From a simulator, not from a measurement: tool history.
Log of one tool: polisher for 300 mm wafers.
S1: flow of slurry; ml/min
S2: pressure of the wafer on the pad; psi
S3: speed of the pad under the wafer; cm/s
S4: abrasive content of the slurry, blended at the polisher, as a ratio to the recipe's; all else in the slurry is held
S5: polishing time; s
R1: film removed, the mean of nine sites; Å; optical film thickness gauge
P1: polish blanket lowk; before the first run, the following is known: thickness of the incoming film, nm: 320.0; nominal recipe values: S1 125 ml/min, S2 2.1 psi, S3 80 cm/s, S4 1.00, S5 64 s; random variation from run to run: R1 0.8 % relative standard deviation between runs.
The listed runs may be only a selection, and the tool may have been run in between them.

run     day   S1   S2   S3    S4  S5      R1
  1   0.538  125  2.1   80  1.00  64  258.76
  2   0.917   75  2.1   80  1.00  64  226.74
  3   1.692  125  2.1   80  1.00  64  257.46
  4   2.408  125  2.1   80  0.60  64  195.39
  5   2.858  125  2.1   80  1.00  64  258.00
  6   3.383   75  2.1   80  1.40  64  263.61
  7   4.062  125  1.5   80  1.00  64  185.21
  8   4.738  125  2.1   42  1.00  64  153.68
  9   5.304  125  2.1  120  1.00  64  357.34
 10   5.658  125  2.1   80  1.00  99  397.95
 11   6.246  175  2.1   80  1.00  64  273.21
 12   6.788  125  2.7   80  1.00  64  331.69
 13   7.192  125  2.1   80  1.00  34  135.95
 14   7.575  125  2.1   80  1.00  64  258.77
 15   8.304  125  2.1   80  1.00  64  257.65
 16   9.012  125  2.1   80  1.45  64  304.08
 17   9.542  125  2.1   80  1.00  64  258.93
 18   9.900  125  2.1   80  1.00  64  249.16
 19  10.333  125  2.1   80  1.00  64  242.79
 20  10.946  125  2.1   80  1.00  64  235.73
 21  11.571  125  2.1   80  1.00  64  231.00
     11.946  -- slurry blender recalibrated
     12.142  -- head pressure recalibrated
 22  12.208  125  2.1   80  1.00  64  226.90
 23  12.804  125  2.1   80  1.00  64  230.13
     12.942  -- conditioning disc replaced and pad reconditioned
 24  13.462  125  2.1   80  1.00  64  227.91
 25  14.071  125  2.1   80  1.00  64  226.83
 26  14.604  125  2.1   80  1.00  64  227.46

The log shows P1 creeping away from where it was. Any of the 2 causes listed here, at the size stated for it, fits the log just as well as the others:
A: removal rate lost through wear of the pad, % = 12.1
B: slurry flow missing at the pad, % = 39.4
The onset of the drift is placed at about day 9.542.
What rules out each remaining cause:
head's pressure below its setpoint, %: its service at day 12.142 followed the start of the drift and did not put the process back to its old value
abrasive missing from the slurry, %: its service at day 11.946 followed the start of the drift and did not put the process back to its old value
time polished since the conditioner stopped cutting, s: its service at day 12.942 followed the start of the drift and did not put the process back to its old value

Consider the 4 check runs below, whose results appear as question marks and each of which averages 5 wafers. Which one distinguishes the causes, in that each cause would give it a clearly different result?
check 1  15.138  125  2.1   48  1.00  39   ?
check 2  15.138  125  2.1   50  1.20  64   ?
check 3  15.138  125  2.1  114  1.00  64   ?
check 4  15.138  170  2.1   80  0.60  64   ?

What each check would give under each cause:
  check  result     if A     if B
check 1      R1   91.847   91.840
check 2      R1  168.490  168.480
check 3      R1  301.100  301.080
check 4      R1  183.870  189.650
Smallest distance between any two causes, each pair judged by its most separating result, in per cent: check 1 0.01 %; check 2 0.01 %; check 3 0.01 %; check 4 3.1 %
The causes can be told apart only by check 4. The other checks would give nearly the same results under each of them.

Then check 4 was run and gave: R1 184.430 Å. Which cause is it?

It is A: removal rate lost through wear of the pad, %.
